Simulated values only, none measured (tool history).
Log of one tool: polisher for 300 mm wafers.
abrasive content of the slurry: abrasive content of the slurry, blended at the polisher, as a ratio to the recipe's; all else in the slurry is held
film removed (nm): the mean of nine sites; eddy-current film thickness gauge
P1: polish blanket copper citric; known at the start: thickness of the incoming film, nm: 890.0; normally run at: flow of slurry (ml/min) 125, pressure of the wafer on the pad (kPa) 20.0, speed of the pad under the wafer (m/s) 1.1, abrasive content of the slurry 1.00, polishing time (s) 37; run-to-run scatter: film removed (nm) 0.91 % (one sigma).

| run | hour | flow of slurry (ml/min) | pressure of the wafer on the pad (kPa) | speed of the pad under the wafer (m/s) | abrasive content of the slurry | polishing time (s) | film removed (nm) |
|---|---|---|---|---|---|---|---|
| 1 | 9.2 | 125 | 20.0 | 1.1 | 1.00 | 37 | 106.700 |
| 2 | 17.8 | 125 | 20.0 | 1.1 | 1.00 | 37 | 106.620 |
| 3 | 34.7 | 75 | 20.0 | 1.1 | 1.00 | 37 | 94.416 |
| 4 | 45.8 | 125 | 20.0 | 1.1 | 0.55 | 37 | 94.769 |
| 5 | 61.4 | 125 | 20.0 | 0.5 | 1.00 | 37 | 50.148 |
| 6 | 73.2 | 125 | 30.3 | 1.1 | 1.00 | 37 | 160.230 |
| 7 | 82.3 | 125 | 20.0 | 1.1 | 1.35 | 37 | 114.400 |
| 8 | 98.4 | 125 | 20.0 | 1.1 | 1.00 | 18 | 52.801 |
| 9 | 110.4 | 125 | 11.7 | 1.1 | 1.00 | 37 | 63.661 |
| 10 | 118.1 | 125 | 20.0 | 1.1 | 1.00 | 59 | 169.710 |
| 11 | 129.8 | 125 | 20.0 | 1.1 | 1.00 | 37 | 105.160 |
| 12 | 140.3 | 125 | 20.0 | 0.8 | 1.30 | 37 | 83.812 |
| 13 | 148.6 | 125 | 20.0 | 1.1 | 1.00 | 37 | 107.920 |
| 14 | 164.0 | 75 | 20.0 | 1.1 | 0.60 | 37 | 85.038 |
| 15 | 178.9 | 125 | 20.0 | 1.7 | 1.00 | 37 | 162.860 |
| 16 | 195.9 | 165 | 20.0 | 1.1 | 1.00 | 37 | 113.520 |

Forecast run 17:
| 17 | 210.9 | 125 | 30.3 | 1.5 | 1.00 | 37 | ? |

film removed (nm): 219.850
